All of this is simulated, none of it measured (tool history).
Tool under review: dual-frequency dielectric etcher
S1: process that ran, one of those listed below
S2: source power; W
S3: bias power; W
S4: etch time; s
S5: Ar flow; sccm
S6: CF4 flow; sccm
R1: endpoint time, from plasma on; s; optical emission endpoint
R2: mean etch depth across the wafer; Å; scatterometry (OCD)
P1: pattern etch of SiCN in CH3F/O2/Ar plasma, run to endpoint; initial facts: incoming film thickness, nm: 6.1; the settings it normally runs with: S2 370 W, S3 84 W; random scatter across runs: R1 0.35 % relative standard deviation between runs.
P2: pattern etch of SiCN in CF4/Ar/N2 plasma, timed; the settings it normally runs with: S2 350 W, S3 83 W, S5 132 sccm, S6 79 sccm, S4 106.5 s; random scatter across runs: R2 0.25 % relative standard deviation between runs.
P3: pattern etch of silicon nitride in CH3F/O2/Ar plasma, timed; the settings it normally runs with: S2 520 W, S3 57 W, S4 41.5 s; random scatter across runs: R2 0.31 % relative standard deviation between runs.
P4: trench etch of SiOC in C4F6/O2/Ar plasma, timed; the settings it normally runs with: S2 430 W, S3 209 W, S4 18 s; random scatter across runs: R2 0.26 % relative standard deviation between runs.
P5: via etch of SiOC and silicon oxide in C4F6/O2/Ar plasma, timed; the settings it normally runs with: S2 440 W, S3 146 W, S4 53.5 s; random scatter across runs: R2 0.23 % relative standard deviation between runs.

{"run": 1, "hour": 11.3, "S1": "P1", "S2": 370, "S3": 84, "R1": 15.74}
{"run": 2, "hour": 24.3, "S1": "P3", "S2": 520, "S3": 57, "S4": 30.5, "R2": 217.24}
{"run": 3, "hour": 39.1, "S1": "P1", "S2": 370, "S3": 84, "R1": 15.67}
{"run": 4, "hour": 54.2, "S1": "P2", "S2": 350, "S3": 83, "S4": 81, "S5": 132, "S6": 79, "R2": 581.39}
{"run": 5, "hour": 64.7, "S1": "P1", "S2": 240, "S3": 84, "R1": 18.449}
{"run": 6, "hour": 72.3, "S1": "P1", "S2": 310, "S3": 68, "R1": 18.156}
{"run": 7, "hour": 81.8, "S1": "P3", "S2": 520, "S3": 67, "S4": 41.5, "R2": 310.15}
{"run": 8, "hour": 89.5, "S1": "P2", "S2": 200, "S3": 83, "S4": 106.5, "S5": 132, "S6": 79, "R2": 470.65}
{"run": 9, "hour": 97.6, "S1": "P4", "S2": 430, "S3": 256, "S4": 18, "R2": 432.85}
{"run": 10, "hour": 109.2, "S1": "P1", "S2": 370, "S3": 113, "R1": 14.055}
{"run": 11, "hour": 118.5, "S1": "P2", "S2": 350, "S3": 83, "S4": 106.5, "S5": 132, "S6": 79, "R2": 763.92}
{"run": 12, "hour": 126.4, "S1": "P1", "S2": 370, "S3": 84, "R1": 15.746}
{"run": 13, "hour": 133.6, "S1": "P5", "S2": 440, "S3": 146, "S4": 35.5, "R2": 394.22}
{"run": 14, "hour": 142.3, "S1": "P5", "S2": 440, "S3": 191, "S4": 53.5, "R2": 647.87}
{"run": 15, "hour": 154.7, "S1": "P5", "S2": 440, "S3": 146, "S4": 53.5, "R2": 594.22}
{"run": 16, "hour": 163.6, "S1": "P4", "S2": 430, "S3": 209, "S4": 22.5, "R2": 508.28}
{"run": 17, "hour": 174.5, "S1": "P4", "S2": 260, "S3": 209, "S4": 18, "R2": 334}
{"hour": 180.8, "done": "source power generator calibrated"}
{"run": 18, "hour": 182.8, "S1": "P3", "S2": 710, "S3": 57, "S4": 41.5, "R2": 331.46}
{"run": 19, "hour": 198.2, "S1": "P1", "S2": 240, "S3": 98, "R1": 17.285}
{"run": 20, "hour": 204.9, "S1": "P2", "S2": 350, "S3": 83, "S4": 106.5, "S5": 132, "S6": 63, "R2": 738.76}
{"hour": 211.1, "done": "wet clean of the chamber"}
{"run": 21, "hour": 214.8, "S1": "P1", "S2": 370, "S3": 57, "R1": 18.034}
{"run": 22, "hour": 230.1, "S1": "P2", "S2": 350, "S3": 56, "S4": 106.5, "S5": 132, "S6": 79, "R2": 662.91}
{"run": 23, "hour": 240.9, "S1": "P3", "S2": 520, "S3": 57, "S4": 41.5, "R2": 292.7}
{"run": 24, "hour": 248.3, "S1": "P5", "S2": 280, "S3": 146, "S4": 53.5, "R2": 497.07}
{"run": 25, "hour": 259.7, "S1": "P4", "S2": 430, "S3": 209, "S4": 18, "R2": 405.16}
{"run": 26, "hour": 273.6, "S1": "P1", "S2": 440, "S3": 84, "R1": 14.766}
{"run": 27, "hour": 286.2, "S1": "P1", "S2": 370, "S3": 84, "R1": 15.708}
{"run": 28, "hour": 293.4, "S1": "P2", "S2": 350, "S3": 83, "S4": 106.5, "S5": 165, "S6": 79, "R2": 741.58}
{"run": 29, "hour": 302.0, "S1": "P1", "S2": 370, "S3": 84, "R1": 15.719}
{"run": 30, "hour": 315.0, "S1": "P1", "S2": 370, "S3": 84, "R1": 15.788}
{"run": 31, "hour": 328.1, "S1": "P1", "S2": 370, "S3": 84, "R1": 15.801}
{"run": 32, "hour": 342.2, "S1": "P1", "S2": 370, "S3": 84, "R1": 15.902}
{"run": 33, "hour": 352.3, "S1": "P1", "S2": 370, "S3": 84, "R1": 15.935}
{"hour": 357.6, "done": "wet clean of the chamber"}
{"run": 34, "hour": 365.9, "S1": "P1", "S2": 370, "S3": 84, "R1": 15.894}
{"run": 35, "hour": 377.2, "S1": "P1", "S2": 370, "S3": 84, "R1": 15.946}
{"run": 36, "hour": 388.5, "S1": "P1", "S2": 370, "S3": 84, "R1": 15.973}
{"run": 37, "hour": 397.6, "S1": "P1", "S2": 370, "S3": 84, "R1": 15.998}
{"run": 38, "hour": 412.6, "S1": "P1", "S2": 370, "S3": 84, "R1": 15.919}
{"run": 39, "hour": 421.6, "S1": "P1", "S2": 370, "S3": 84, "R1": 15.988}

What P1 gives has crept away from where it was. These 2 causes fit the log equally well, each at the size given:
A: source power that arrives under what is set, % = 4.55
B: bias power that arrives under what is set, % = 4.63
The onset of the drift is placed at about hour 302.
What rules out each remaining cause:
chamber walls in a state that lowers the etch rate, %: maintenance at hour 357.6, after the shift began, did not return the process to its former output

Listed below are the offered check runs, one wafer per run, with question marks in place of results. For which of them would the causes give clearly different outcomes?
{"run": "check 1", "hour": 430.6, "S1": "P3", "S2": 520, "S3": 57, "S4": 41.5, "R2": "?"}
{"run": "check 2", "hour": 430.6, "S1": "P5", "S2": 440, "S3": 146, "S4": 53.5, "R2": "?"}
{"run": "check 3", "hour": 430.6, "S1": "P4", "S2": 430, "S3": 209, "S4": 18, "R2": "?"}
{"run": "check 4", "hour": 430.6, "S1": "P2", "S2": 350, "S3": 83, "S4": 106.5, "S5": 132, "S6": 79, "R2": "?"}

Check results expected under each cause:
check=check_1 result=R2 if_A=289.06 if_B=289.98
check=check_2 result=R2 if_A=584.13 if_B=586.42
check=check_3 result=R2 if_A=398.07 if_B=399.12
check=check_4 result=R2 if_A=733.92 if_B=751.02
Per-check spread between the two closest causes, in the result where they differ most: check 1 0.32 %; check 2 0.39 %; check 3 0.27 %; check 4 2.3 %
The causes can be told apart only by check 4. The other checks would give nearly the same results under each of them.

With check 4 done, the readings were: R2 752.11 Å. Identify which of the listed causes applies.

It was cause B: bias power that arrives under what is set, %.

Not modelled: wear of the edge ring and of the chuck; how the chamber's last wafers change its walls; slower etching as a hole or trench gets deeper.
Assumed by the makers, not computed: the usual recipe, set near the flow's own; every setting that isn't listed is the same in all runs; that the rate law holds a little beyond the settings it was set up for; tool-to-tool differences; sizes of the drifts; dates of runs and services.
